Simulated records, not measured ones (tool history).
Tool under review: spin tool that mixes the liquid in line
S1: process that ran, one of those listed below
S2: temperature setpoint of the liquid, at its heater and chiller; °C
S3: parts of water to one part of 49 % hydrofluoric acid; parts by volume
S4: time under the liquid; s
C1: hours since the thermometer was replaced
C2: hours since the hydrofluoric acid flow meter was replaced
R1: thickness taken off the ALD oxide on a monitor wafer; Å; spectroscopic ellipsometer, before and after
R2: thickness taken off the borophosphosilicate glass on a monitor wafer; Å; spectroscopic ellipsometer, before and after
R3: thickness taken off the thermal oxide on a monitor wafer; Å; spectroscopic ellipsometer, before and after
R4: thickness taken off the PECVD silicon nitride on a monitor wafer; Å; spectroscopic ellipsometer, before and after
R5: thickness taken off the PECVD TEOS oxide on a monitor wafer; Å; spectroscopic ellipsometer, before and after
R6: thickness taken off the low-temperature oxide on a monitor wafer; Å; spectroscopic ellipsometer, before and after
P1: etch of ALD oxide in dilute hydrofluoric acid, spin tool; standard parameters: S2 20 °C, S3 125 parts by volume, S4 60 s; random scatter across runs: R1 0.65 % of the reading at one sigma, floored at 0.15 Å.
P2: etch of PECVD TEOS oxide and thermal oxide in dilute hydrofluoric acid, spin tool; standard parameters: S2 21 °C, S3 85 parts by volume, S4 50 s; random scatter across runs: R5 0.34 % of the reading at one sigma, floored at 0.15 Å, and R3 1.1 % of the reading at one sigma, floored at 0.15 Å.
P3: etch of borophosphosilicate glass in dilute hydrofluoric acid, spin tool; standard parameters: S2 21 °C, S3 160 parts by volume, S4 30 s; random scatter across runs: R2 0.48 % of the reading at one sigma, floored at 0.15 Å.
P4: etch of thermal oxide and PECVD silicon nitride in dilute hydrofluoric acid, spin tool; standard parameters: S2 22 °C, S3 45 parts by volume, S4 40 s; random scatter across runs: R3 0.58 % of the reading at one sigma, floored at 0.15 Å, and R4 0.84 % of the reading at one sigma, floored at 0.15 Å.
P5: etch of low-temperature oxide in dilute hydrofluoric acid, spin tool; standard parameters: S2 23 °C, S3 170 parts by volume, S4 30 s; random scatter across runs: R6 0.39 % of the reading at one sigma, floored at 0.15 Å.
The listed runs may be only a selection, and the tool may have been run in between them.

{"run": 1, "hour": 7.9, "S1": "P1", "S2": 20, "S3": 125, "S4": 60, "C1": 2099.3, "C2": 169.7, "R1": 42.023}
{"run": 2, "hour": 21.4, "S1": "P1", "S2": 20, "S3": 220, "S4": 60, "C1": 2112.8, "C2": 183.2, "R1": 21.658}
{"run": 3, "hour": 30.0, "S1": "P1", "S2": 27.5, "S3": 125, "S4": 60, "C1": 2121.4, "C2": 191.8, "R1": 56.582}
{"run": 4, "hour": 42.6, "S1": "P3", "S2": 21, "S3": 160, "S4": 15, "C1": 2134, "C2": 204.4, "R2": 43.75}
{"run": 5, "hour": 58.1, "S1": "P3", "S2": 21, "S3": 280, "S4": 30, "C1": 2149.5, "C2": 219.9, "R2": 44.686}
{"run": 6, "hour": 67.3, "S1": "P1", "S2": 17, "S3": 125, "S4": 60, "C1": 2158.7, "C2": 229.1, "R1": 37.847}
{"run": 7, "hour": 76.5, "S1": "P1", "S2": 23.5, "S3": 125, "S4": 25, "C1": 2167.9, "C2": 238.3, "R1": 20.339}
{"run": 8, "hour": 90.2, "S1": "P1", "S2": 20, "S3": 125, "S4": 60, "C1": 2181.6, "C2": 252, "R1": 42.269}
{"run": 9, "hour": 100.3, "S1": "P1", "S2": 20, "S3": 125, "S4": 60, "C1": 2191.7, "C2": 262.1, "R1": 42.122}
{"run": 10, "hour": 113.9, "S1": "P1", "S2": 20, "S3": 125, "S4": 60, "C1": 2205.3, "C2": 275.7, "R1": 42.443}
{"run": 11, "hour": 124.6, "S1": "P1", "S2": 17, "S3": 125, "S4": 35, "C1": 2216, "C2": 286.4, "R1": 21.606}
{"run": 12, "hour": 132.4, "S1": "P1", "S2": 20, "S3": 125, "S4": 60, "C1": 2223.8, "C2": 294.2, "R1": 42.243}
{"run": 13, "hour": 139.6, "S1": "P1", "S2": 20, "S3": 125, "S4": 15, "C1": 2231, "C2": 301.4, "R1": 10.562}
{"run": 14, "hour": 148.4, "S1": "P1", "S2": 20, "S3": 40, "S4": 60, "C1": 2239.8, "C2": 310.2, "R1": 145.16}
{"run": 15, "hour": 160.9, "S1": "P4", "S2": 27.5, "S3": 45, "S4": 40, "C1": 2252.3, "C2": 322.7, "R3": 51.257, "R4": 43.119}
{"run": 16, "hour": 169.3, "S1": "P2", "S2": 21, "S3": 85, "S4": 25, "C1": 2260.7, "C2": 331.1, "R3": 11.612, "R5": 55.429}
{"run": 17, "hour": 182.4, "S1": "P3", "S2": 25, "S3": 160, "S4": 30, "C1": 2273.8, "C2": 344.2, "R2": 102.55}
{"run": 18, "hour": 190.3, "S1": "P1", "S2": 20, "S3": 125, "S4": 115, "C1": 2281.7, "C2": 352.1, "R1": 81.373}
{"run": 19, "hour": 198.3, "S1": "P4", "S2": 22, "S3": 45, "S4": 40, "C1": 2289.7, "C2": 360.1, "R3": 40.44, "R4": 29.216}
{"run": 20, "hour": 209.1, "S1": "P1", "S2": 25.5, "S3": 125, "S4": 95, "C1": 2300.5, "C2": 370.9, "R1": 82.583}
{"run": 21, "hour": 216.8, "S1": "P4", "S2": 22, "S3": 65, "S4": 40, "C1": 2308.2, "C2": 378.6, "R3": 27.383, "R4": 20.673}
{"run": 22, "hour": 227.2, "S1": "P2", "S2": 17, "S3": 85, "S4": 50, "C1": 2318.6, "C2": 389, "R3": 20.804, "R5": 93.035}
{"run": 23, "hour": 236.1, "S1": "P3", "S2": 21, "S3": 160, "S4": 30, "C1": 2327.5, "C2": 397.9, "R2": 87.629}
{"run": 24, "hour": 244.9, "S1": "P5", "S2": 23, "S3": 170, "S4": 30, "C1": 2336.3, "C2": 406.7, "R6": 54.333}
{"run": 25, "hour": 252.0, "S1": "P5", "S2": 19, "S3": 170, "S4": 30, "C1": 2343.4, "C2": 413.8, "R6": 46.516}
{"run": 26, "hour": 267.3, "S1": "P1", "S2": 20, "S3": 125, "S4": 60, "C1": 2358.7, "C2": 429.1, "R1": 41.627}
{"run": 27, "hour": 280.6, "S1": "P5", "S2": 23, "S3": 170, "S4": 15, "C1": 2372, "C2": 442.4, "R6": 26.838}
{"run": 28, "hour": 291.7, "S1": "P5", "S2": 23, "S3": 170, "S4": 30, "C1": 2383.1, "C2": 453.5, "R6": 54.285}
{"run": 29, "hour": 304.0, "S1": "P5", "S2": 23, "S3": 310, "S4": 30, "C1": 2395.4, "C2": 465.8, "R6": 25.975}
{"run": 30, "hour": 319.1, "S1": "P4", "S2": 22, "S3": 45, "S4": 15, "C1": 2410.5, "C2": 480.9, "R3": 15.441, "R4": 10.963}
{"run": 31, "hour": 329.1, "S1": "P2", "S2": 21, "S3": 85, "S4": 50, "C1": 2420.5, "C2": 490.9, "R3": 24.179, "R5": 110.23}
{"run": 32, "hour": 338.3, "S1": "P2", "S2": 21, "S3": 125, "S4": 50, "C1": 2429.7, "C2": 500.1, "R3": 15.202, "R5": 71.586}
{"run": 33, "hour": 348.6, "S1": "P3", "S2": 21, "S3": 160, "S4": 30, "C1": 2440, "C2": 510.4, "R2": 88.044}
{"run": 34, "hour": 363.8, "S1": "P1", "S2": 20, "S3": 125, "S4": 60, "C1": 2455.2, "C2": 525.6, "R1": 42.013}
{"run": 35, "hour": 375.7, "S1": "P1", "S2": 20, "S3": 125, "S4": 60, "C1": 2467.1, "C2": 537.5, "R1": 43.906}
{"run": 36, "hour": 389.3, "S1": "P1", "S2": 20, "S3": 125, "S4": 60, "C1": 2480.7, "C2": 551.1, "R1": 44.967}
{"run": 37, "hour": 400.7, "S1": "P1", "S2": 20, "S3": 125, "S4": 60, "C1": 2492.1, "C2": 562.5, "R1": 45.463}
{"run": 38, "hour": 411.6, "S1": "P1", "S2": 20, "S3": 125, "S4": 60, "C1": 2503, "C2": 573.4, "R1": 45.786}
{"run": 39, "hour": 424.9, "S1": "P1", "S2": 20, "S3": 125, "S4": 60, "C1": 2516.3, "C2": 586.7, "R1": 46.012}
{"run": 40, "hour": 436.6, "S1": "P1", "S2": 20, "S3": 125, "S4": 60, "C1": 2528, "C2": 598.4, "R1": 46.377}
{"run": 41, "hour": 447.7, "S1": "P1", "S2": 20, "S3": 125, "S4": 60, "C1": 2539.1, "C2": 609.5, "R1": 46.395}
{"run": 42, "hour": 457.3, "S1": "P1", "S2": 20, "S3": 125, "S4": 60, "C1": 2548.7, "C2": 619.1, "R1": 45.686}
{"run": 43, "hour": 467.5, "S1": "P1", "S2": 20, "S3": 125, "S4": 60, "C1": 2558.9, "C2": 629.3, "R1": 46.731}

The output of P1 has drifted from where it used to be. Each of the 2 causes below, taken at the size shown beside it, accounts for the log equally well:
A: liquid hotter than its thermometer reads (K) = 2.28
B: hydrofluoric acid flow above the setpoint (%) = 8.4
The onset of the drift is placed at about hour 363.8.

Each of the 4 check runs below uses one wafer; its results are left as question marks. Which run tells the causes apart?
{"run": "check 1", "hour": 477.7, "S1": "P4", "S2": 22, "S3": 45, "S4": 40, "R3": "?", "R4": "?"}
{"run": "check 2", "hour": 477.7, "S1": "P3", "S2": 21, "S3": 160, "S4": 30, "R2": "?"}
{"run": "check 3", "hour": 477.7, "S1": "P2", "S2": 21, "S3": 85, "S4": 50, "R3": "?", "R5": "?"}
{"run": "check 4", "hour": 477.7, "S1": "P5", "S2": 23, "S3": 170, "S4": 30, "R6": "?"}

What each check would give under each cause:
check=check_1 result=R3 if_A=44.806 if_B=44.374
check=check_1 result=R4 if_A=34.269 if_B=31.743
check=check_2 result=R2 if_A=95.485 if_B=96.019
check=check_3 result=R3 if_A=26.176 if_B=26.062
check=check_3 result=R5 if_A=121.42 if_B=120.89
check=check_4 result=R6 if_A=59.224 if_B=59.774
Smallest distance between any two causes, each pair judged by its most separating result, in per cent: check 1 7.66 %; check 2 0.56 %; check 3 0.44 %; check 4 0.92 %
Only check 1 tells the causes apart: in the others they would give nearly the same result.

Check 1 has now been run. It gave: R3 44.182 Å; R4 34.056 Å. Which of the candidate causes is it?

A is the cause: liquid hotter than its thermometer reads (K).
